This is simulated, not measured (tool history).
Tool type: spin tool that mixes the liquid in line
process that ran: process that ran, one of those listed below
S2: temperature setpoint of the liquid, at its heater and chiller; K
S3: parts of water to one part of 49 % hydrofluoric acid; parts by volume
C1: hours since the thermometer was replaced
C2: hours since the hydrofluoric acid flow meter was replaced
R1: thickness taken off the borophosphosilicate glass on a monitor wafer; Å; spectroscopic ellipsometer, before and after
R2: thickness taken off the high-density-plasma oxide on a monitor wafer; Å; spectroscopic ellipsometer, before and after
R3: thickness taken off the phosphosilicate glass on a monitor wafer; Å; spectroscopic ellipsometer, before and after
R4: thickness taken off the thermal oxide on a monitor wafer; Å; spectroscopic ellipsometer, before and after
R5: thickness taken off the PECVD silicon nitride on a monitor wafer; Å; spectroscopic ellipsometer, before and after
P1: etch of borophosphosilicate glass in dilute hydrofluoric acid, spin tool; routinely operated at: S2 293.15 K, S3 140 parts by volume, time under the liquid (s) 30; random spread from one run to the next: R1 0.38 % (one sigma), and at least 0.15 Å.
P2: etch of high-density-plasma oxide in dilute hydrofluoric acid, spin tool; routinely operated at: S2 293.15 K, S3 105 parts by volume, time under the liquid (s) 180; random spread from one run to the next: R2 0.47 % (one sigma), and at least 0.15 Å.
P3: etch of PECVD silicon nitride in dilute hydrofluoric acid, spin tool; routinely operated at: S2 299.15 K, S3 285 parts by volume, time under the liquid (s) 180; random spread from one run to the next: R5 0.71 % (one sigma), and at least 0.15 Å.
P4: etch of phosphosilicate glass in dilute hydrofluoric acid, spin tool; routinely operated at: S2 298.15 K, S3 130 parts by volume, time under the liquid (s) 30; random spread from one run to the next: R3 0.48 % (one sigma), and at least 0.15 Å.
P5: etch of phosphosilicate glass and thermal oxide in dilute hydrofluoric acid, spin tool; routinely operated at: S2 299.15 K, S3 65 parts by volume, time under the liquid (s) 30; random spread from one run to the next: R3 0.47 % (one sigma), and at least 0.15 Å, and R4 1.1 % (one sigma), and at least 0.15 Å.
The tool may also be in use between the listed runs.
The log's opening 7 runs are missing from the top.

Run 8, hour 68.5: process that ran P5, S2 299.15 K, S3 20 parts by volume, time under the liquid (s) 30; C1 770.6; C2 702.0. Result: R3 2609.70 Å, R4 88.351 Å.
Run 9, hour 74.8: process that ran P3, S2 299.15 K, S3 285 parts by volume, time under the liquid (s) 180; C1 776.9; C2 708.3. Result: R5 34.658 Å.
Run 10, hour 86.2: process that ran P1, S2 290.15 K, S3 140 parts by volume, time under the liquid (s) 30; C1 788.3; C2 719.7. Result: R1 74.543 Å.
Run 11, hour 94.4: process that ran P5, S2 299.15 K, S3 65 parts by volume, time under the liquid (s) 15; C1 796.5; C2 727.9. Result: R3 377.17 Å, R4 13.041 Å.
Run 12, hour 102.1: process that ran P1, S2 293.15 K, S3 140 parts by volume, time under the liquid (s) 60; C1 804.2; C2 735.6. Result: R1 168.040 Å.
Run 13, hour 111.3: process that ran P2, S2 301.15 K, S3 105 parts by volume, time under the liquid (s) 180; C1 813.4; C2 744.8. Result: R2 101.580 Å.
Run 14, hour 121.4: process that ran P5, S2 299.15 K, S3 65 parts by volume, time under the liquid (s) 30; C1 823.5; C2 754.9. Result: R3 749.55 Å, R4 25.062 Å.
Run 15, hour 130.5: process that ran P1, S2 293.15 K, S3 35 parts by volume, time under the liquid (s) 30; C1 832.6; C2 764.0. Result: R1 374.180 Å.
Run 16, hour 138.5: process that ran P1, S2 293.15 K, S3 240 parts by volume, time under the liquid (s) 30; C1 840.6; C2 772.0. Result: R1 44.552 Å.
Run 17, hour 147.9: process that ran P3, S2 292.15 K, S3 285 parts by volume, time under the liquid (s) 180; C1 850.0; C2 781.4. Result: R5 22.561 Å.
Run 18, hour 156.3: process that ran P1, S2 293.15 K, S3 140 parts by volume, time under the liquid (s) 15; C1 858.4; C2 789.8. Result: R1 42.033 Å.
Run 19, hour 168.9: process that ran P4, S2 298.15 K, S3 195 parts by volume, time under the liquid (s) 30; C1 871.0; C2 802.4. Result: R3 197.86 Å.
Run 20, hour 182.0: process that ran P4, S2 298.15 K, S3 130 parts by volume, time under the liquid (s) 30; C1 884.1; C2 815.5. Result: R3 319.53 Å.
Run 21, hour 189.8: process that ran P1, S2 293.15 K, S3 220 parts by volume, time under the liquid (s) 50; C1 891.9; C2 823.3. Result: R1 82.159 Å.
Run 22, hour 196.4: process that ran P2, S2 293.15 K, S3 105 parts by volume, time under the liquid (s) 55; C1 898.5; C2 829.9. Result: R2 22.718 Å.

For run 23, what comes out?
Run 23, hour 202.8: process that ran P1, S2 293.15 K, S3 140 parts by volume, time under the liquid (s) 30; C1 904.9; C2 836.3. Result: R1 ?.

For run 23 the tool returned R1 83.335 Å.
